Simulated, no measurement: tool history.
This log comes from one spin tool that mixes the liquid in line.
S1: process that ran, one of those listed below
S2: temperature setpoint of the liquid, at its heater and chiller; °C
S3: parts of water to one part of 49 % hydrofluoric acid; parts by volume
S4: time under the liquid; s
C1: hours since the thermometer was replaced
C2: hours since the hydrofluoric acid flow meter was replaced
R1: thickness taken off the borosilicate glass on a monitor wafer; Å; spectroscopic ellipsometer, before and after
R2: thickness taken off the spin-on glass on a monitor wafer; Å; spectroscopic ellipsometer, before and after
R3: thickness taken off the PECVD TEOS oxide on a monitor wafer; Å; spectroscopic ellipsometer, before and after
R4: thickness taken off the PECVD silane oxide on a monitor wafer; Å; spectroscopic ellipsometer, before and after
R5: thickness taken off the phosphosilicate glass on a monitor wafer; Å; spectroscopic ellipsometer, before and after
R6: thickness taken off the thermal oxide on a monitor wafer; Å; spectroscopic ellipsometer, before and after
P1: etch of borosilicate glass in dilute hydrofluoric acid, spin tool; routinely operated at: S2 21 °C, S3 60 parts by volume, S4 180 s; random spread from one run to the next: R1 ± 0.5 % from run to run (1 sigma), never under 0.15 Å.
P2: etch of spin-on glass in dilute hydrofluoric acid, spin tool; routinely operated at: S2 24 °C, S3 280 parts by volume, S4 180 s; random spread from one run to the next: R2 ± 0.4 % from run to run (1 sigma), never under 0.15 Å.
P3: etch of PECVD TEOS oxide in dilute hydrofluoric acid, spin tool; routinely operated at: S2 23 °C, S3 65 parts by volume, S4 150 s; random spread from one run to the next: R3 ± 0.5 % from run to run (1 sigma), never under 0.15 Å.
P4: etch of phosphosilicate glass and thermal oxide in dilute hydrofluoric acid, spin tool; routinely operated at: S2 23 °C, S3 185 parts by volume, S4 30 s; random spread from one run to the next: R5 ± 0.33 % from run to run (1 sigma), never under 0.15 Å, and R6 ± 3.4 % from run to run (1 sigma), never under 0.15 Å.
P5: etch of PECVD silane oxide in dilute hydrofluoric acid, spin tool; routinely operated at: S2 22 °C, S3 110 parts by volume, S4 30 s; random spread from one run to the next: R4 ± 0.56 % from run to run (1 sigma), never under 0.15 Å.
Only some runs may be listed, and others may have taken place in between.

run	hour	S1	S2	S3	S4	C1	C2	R1	R2	R3	R4	R5	R6
1	8.1	P1	21	60	180	638.3	1059.6	475.32					
2	22.6	P2	24	450	180	652.8	1074.1		130.87				
3	32.8	P1	21	60	180	663	1084.3	470.19					
4	44.4	P1	21	90	180	674.6	1095.9	307.06					
5	59.9	P1	21	60	180	690.1	1111.4	478.26					
6	76.5	P1	21	35	180	706.7	1128	843.44					
7	85.3	P3	23	95	150	715.5	1136.8			263.17			
8	94.5	P1	17	60	40	724.7	1146	88.995					
9	112.1	P1	21	60	180	742.3	1163.6	473.42					
10	121.5	P5	22	110	60	751.7	1173				191.13		
11	135.8	P1	21	60	265	766	1187.3	701.8					
12	151.7	P1	17	60	180	781.9	1203.2	398.58					
13	168.3	P1	21	60	180	798.5	1219.8	475.29					
14	180.5	P1	21	100	290	810.7	1232	439.67					
15	198.7	P2	24	280	20	828.9	1250.2		27.411				
16	216.8	P4	18.5	185	30	847	1268.3					90.472	5.2103
17	229.7	P4	23	120	30	859.9	1281.2					179.52	10.834
18	246.2	P1	21	60	180	876.4	1297.7	475.34					
19	259.9	P4	23	185	30	890.1	1311.4					107.88	6.5592
20	268.9	P2	30.5	280	180	899.1	1320.4		305.4				
21	277.8	P1	21	60	70	908	1329.3	185.49					
22	292.4	P3	23	65	15	922.6	1343.9			40.021			
23	302.6	P5	22	25	30	932.8	1354.1				462.67		
24	312.3	P3	23	65	150	942.5	1363.8			398.5			
25	329.1	P5	17	110	30	959.3	1380.6				77.854		
26	339.9	P1	29	60	180	970.1	1391.4	647.37					
27	351.7	P1	21	20	280	981.9	1403.2	2311.3					
28	369.7	P2	24	280	180	999.9	1421.2		245.58				
29	382.7	P5	22	110	30	1012.9	1434.2				94.768		
30	392.1	P4	23	185	15	1022.3	1443.6					54.064	3.0328
31	403.6	P2	24	280	180	1033.8	1455.1		246.03				
32	417.1	P1	21	60	180	1047.3	1468.6	473.43					
33	427	P3	23	65	150	1057.2	1478.5			398.34			
34	443	P3	27	65	150	1073.2	1494.5			468.45			
35	459.3	P1	21	60	180	1089.5	1510.8	471.45					
36	475.6	P1	21	60	180	1105.8	1527.1	483.13					
37	490	P1	21	60	180	1120.2	1541.5	493.7					
38	507.1	P1	21	60	180	1137.3	1558.6	496					
39	523.3	P1	21	60	180	1153.5	1574.8	498.94					
40	535.2	P1	21	60	180	1165.4	1586.7	502.66					
41	551.8	P1	21	60	180	1182	1603.3	503.29					
42	559.9	P1	21	60	180	1190.1	1611.4	504					
43	571.5	P1	21	60	180	1201.7	1623	498.69					
44	586	P1	21	60	180	1216.2	1637.5	503.13					

The output of P1 has drifted from where it used to be. Each of the 2 causes below, taken at the size shown beside it, accounts for the log equally well:
A: hydrofluoric acid flow above the setpoint (%) = 5.85
B: liquid hotter than its thermometer reads (K) = 1.47
Onset of the creep was near hour 459.3.

4 check runs are offered, one wafer each, their results left as question marks. Which one tells the causes apart?
check 1	600.5	P3	23	65	95					?			
check 2	600.5	P2	28	370	180				?				
check 3	600.5	P5	17	110	30						?		
check 4	600.5	P4	19	120	30							?	?

Expected result of each check under each candidate cause:
check	result	if A	if B
check 1	R3	268.63	268.24
check 2	R2	209.81	203.36
check 3	R4	82.987	82.832
check 4	R5	162.22	161.56
check 4	R6	9.7837	9.7433
Separation of the two closest causes in each check, using whichever result separates them best: check 1 0.15 %; check 2 3.12 %; check 3 0.19 %; check 4 0.41 %
Of the check runs offered, only check 2 discriminates between the causes; the rest would read about the same regardless of which cause applies.

After running check 2, the following was obtained: R2 210.48 Å. Which cause does this point to?

Of the candidate causes, it is A: hydrofluoric acid flow above the setpoint (%).
